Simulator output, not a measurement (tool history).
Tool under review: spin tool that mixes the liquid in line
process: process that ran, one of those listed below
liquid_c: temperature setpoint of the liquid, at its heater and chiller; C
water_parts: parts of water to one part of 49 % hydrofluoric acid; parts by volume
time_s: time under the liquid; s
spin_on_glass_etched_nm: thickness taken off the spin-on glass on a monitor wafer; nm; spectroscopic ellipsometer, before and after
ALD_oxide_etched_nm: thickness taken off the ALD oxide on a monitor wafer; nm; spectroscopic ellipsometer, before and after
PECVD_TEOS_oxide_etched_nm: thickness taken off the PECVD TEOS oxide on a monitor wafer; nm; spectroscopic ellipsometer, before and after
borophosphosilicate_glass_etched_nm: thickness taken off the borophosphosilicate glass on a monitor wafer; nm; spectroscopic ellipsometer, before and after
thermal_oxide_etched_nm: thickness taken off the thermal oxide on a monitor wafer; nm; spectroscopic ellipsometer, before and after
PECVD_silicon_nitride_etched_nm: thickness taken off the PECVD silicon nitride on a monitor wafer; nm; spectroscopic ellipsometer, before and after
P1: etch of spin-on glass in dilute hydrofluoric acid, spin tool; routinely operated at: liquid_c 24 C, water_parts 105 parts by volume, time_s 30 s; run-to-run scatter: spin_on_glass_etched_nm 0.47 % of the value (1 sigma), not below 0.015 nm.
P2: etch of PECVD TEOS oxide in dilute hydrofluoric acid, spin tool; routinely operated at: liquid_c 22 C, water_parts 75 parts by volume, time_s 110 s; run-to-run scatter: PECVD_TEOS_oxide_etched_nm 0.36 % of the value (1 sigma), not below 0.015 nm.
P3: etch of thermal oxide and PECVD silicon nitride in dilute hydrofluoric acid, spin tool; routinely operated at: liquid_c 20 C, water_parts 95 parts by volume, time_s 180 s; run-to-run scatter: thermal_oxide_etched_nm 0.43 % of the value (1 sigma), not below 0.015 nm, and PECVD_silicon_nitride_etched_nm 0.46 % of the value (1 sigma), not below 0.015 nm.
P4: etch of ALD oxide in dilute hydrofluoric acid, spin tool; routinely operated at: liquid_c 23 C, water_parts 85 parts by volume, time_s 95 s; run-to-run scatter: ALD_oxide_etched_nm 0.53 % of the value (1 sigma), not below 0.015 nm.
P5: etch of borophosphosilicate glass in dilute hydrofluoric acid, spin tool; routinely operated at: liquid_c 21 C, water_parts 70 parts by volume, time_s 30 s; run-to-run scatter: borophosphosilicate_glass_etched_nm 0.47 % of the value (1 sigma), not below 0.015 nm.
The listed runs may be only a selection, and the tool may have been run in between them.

| run | hour | process | liquid_c | water_parts | time_s | spin_on_glass_etched_nm | ALD_oxide_etched_nm | PECVD_TEOS_oxide_etched_nm | borophosphosilicate_glass_etched_nm | thermal_oxide_etched_nm | PECVD_silicon_nitride_etched_nm |
|---|---|---|---|---|---|---|---|---|---|---|---|
| 1 | 4.6 | P1 | 24 | 105 | 30 | 11.288 |  |  |  |  |  |
| 2 | 10.2 | P1 | 24 | 105 | 15 | 5.6416 |  |  |  |  |  |
| 3 | 16.6 | P4 | 27.5 | 85 | 95 |  | 28.247 |  |  |  |  |
| 4 | 20.4 | P4 | 23 | 35 | 95 |  | 62.479 |  |  |  |  |
| 5 | 25.3 | P1 | 24 | 175 | 30 | 6.2233 |  |  |  |  |  |
| 6 | 29.4 | P2 | 17 | 75 | 110 |  |  | 20.567 |  |  |  |
| 7 | 34.2 | P1 | 24 | 105 | 45 | 17.022 |  |  |  |  |  |
| 8 | 39.4 | P2 | 22 | 75 | 205 |  |  | 46.553 |  |  |  |
| 9 | 45.3 | P2 | 22 | 75 | 110 |  |  | 25.278 |  |  |  |
| 10 | 50.9 | P5 | 26.5 | 70 | 30 |  |  |  | 19.025 |  |  |
| 11 | 56.7 | P3 | 20 | 95 | 95 |  |  |  |  | 3.8389 | 3.0765 |
| 12 | 63.2 | P4 | 23 | 85 | 95 |  | 23.683 |  |  |  |  |
| 13 | 69.6 | P1 | 24 | 185 | 15 | 2.8914 |  |  |  |  |  |
| 14 | 73.5 | P3 | 20 | 95 | 180 |  |  |  |  | 7.2484 | 5.7845 |
|  | 75.2 | hydrofluoric acid flow meter replaced |
| 15 | 77.8 | P5 | 21 | 110 | 30 |  |  |  | 9.2272 |  |  |
| 16 | 81.9 | P1 | 24 | 105 | 30 | 11.377 |  |  |  |  |  |
| 17 | 88.1 | P4 | 23 | 85 | 165 |  | 41.744 |  |  |  |  |
| 18 | 91.6 | P1 | 29 | 105 | 30 | 13.741 |  |  |  |  |  |
| 19 | 97.7 | P1 | 24 | 105 | 30 | 11.303 |  |  |  |  |  |
| 20 | 103.2 | P4 | 23 | 85 | 95 |  | 23.681 |  |  |  |  |
| 21 | 109.4 | P2 | 22 | 20 | 110 |  |  | 101.17 |  |  |  |
| 22 | 114.8 | P1 | 24 | 105 | 30 | 11.319 |  |  |  |  |  |
| 23 | 119.8 | P3 | 17 | 95 | 180 |  |  |  |  | 6.4105 | 4.6847 |
| 24 | 124.6 | P3 | 20 | 95 | 180 |  |  |  |  | 7.2425 | 5.8706 |
| 25 | 128.1 | P5 | 21 | 70 | 30 |  |  |  | 15.203 |  |  |
| 26 | 134.8 | P1 | 24 | 105 | 30 | 11.327 |  |  |  |  |  |
| 27 | 137.7 | P1 | 18.5 | 105 | 30 | 9.0467 |  |  |  |  |  |
| 28 | 143 | P1 | 24 | 45 | 30 | 28.227 |  |  |  |  |  |
| 29 | 146 | P5 | 21 | 70 | 15 |  |  |  | 7.5574 |  |  |
| 30 | 149.8 | P3 | 20 | 40 | 180 |  |  |  |  | 18.388 | 13.507 |
| 31 | 156.4 | P1 | 24 | 105 | 30 | 11.328 |  |  |  |  |  |
| 32 | 162.4 | P1 | 24 | 105 | 30 | 10.995 |  |  |  |  |  |

Expected results for the next run?
| 33 | 168.4 | P1 | 24 | 105 | 30 | ? |  |  |  |  |  |

{"run 33": {"spin_on_glass_etched_nm": 10.95}}
